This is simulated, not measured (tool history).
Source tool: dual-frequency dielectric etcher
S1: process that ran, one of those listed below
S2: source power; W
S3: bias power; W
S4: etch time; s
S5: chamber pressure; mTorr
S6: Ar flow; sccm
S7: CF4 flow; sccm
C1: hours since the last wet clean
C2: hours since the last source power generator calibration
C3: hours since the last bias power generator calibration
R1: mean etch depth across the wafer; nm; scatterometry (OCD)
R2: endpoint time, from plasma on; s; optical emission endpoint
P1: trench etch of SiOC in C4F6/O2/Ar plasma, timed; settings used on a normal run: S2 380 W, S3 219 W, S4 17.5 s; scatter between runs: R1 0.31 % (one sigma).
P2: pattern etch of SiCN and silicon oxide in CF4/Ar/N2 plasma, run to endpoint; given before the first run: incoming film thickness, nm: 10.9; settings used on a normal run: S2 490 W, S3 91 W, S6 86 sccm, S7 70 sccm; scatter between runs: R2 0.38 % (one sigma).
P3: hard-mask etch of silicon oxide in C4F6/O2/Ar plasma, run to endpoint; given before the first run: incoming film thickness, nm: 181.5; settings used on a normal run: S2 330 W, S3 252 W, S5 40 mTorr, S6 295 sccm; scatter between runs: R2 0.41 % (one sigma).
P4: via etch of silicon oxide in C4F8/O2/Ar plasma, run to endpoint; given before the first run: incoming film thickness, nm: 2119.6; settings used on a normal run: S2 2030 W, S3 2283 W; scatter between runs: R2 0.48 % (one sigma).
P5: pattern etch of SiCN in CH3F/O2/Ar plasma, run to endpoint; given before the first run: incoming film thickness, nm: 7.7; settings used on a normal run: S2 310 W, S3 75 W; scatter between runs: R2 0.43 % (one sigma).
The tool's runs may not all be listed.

run   hour  S1    S2    S3    S4  S5   S6  S7     C1     C2      C3      R1      R2
  1    9.1  P1   380   219  17.5                 353  753.4  1857.9  38.922
  2   19.9  P3   330   252        40  295      363.8  764.2  1868.7          55.792
  3   32.9  P1   250   219  17.5               376.8  777.2  1881.7  33.197
  4   45.7  P1   380   219  17.5               389.6    790  1894.5  38.873
  5   57.6  P2   490    91            110  70  401.5  801.9  1906.4          11.173
  6   71.9  P1   380   219    24               415.8  816.2  1920.7  53.285
  7   84.7  P5   430    75                     428.6    829  1933.5          19.782
  8  100.9  P4  1340  2283                     444.8  845.2  1949.7          466.75
  9  113.4  P4  2030  3220                     457.3  857.7  1962.2          356.57
     121.8  -- source power generator calibrated
 10    127  P1   380   134  17.5               470.9    5.3  1975.8  33.606
 11  142.4  P2   690    91             86  70  486.3   20.7  1991.2          8.1074
 12  154.1  P1   380   271  12.5                 498   32.4  2002.9  29.843
 13  170.4  P3   330   252        29  295      514.3   48.7  2019.2          53.586
 14  180.4  P1   380   219  17.5               524.3   58.7  2029.2  38.827
 15  190.1  P1   540   219  17.5                 534   68.4  2038.9  44.465
 16  199.5  P1   270   219    24               543.4   77.8  2048.3  46.626
 17  209.4  P4  2030  2283                     553.3   87.7  2058.2          392.96
 18  223.9  P2   490    91             86  48  567.8  102.2  2072.7          11.488
 19  235.1  P4  2030  2283                       579  113.4  2083.9          392.76
 20  247.4  P2   490    57             86  70  591.3  125.7  2096.2          12.644
 21  255.4  P3   330   252        40  183      599.3  133.7  2104.2          52.653
 22  263.7  P5   310   105                     607.6    142  2112.5          19.541
 23  275.2  P1   380   302  17.5               619.1  153.5    2124    43.4
 24  287.9  P1   380   219    11               631.8  166.2  2136.7  24.421
 25  296.8  P1   380   219  17.5               640.7  175.1  2145.6   38.87

Run 26 has not been measured yet. What should we expect?
     306.5  -- bias power generator calibrated
 26   308  P2  490  91          86  70  651.9  186.3  1.5       ?

Run 26 measured R2 10.844 s.
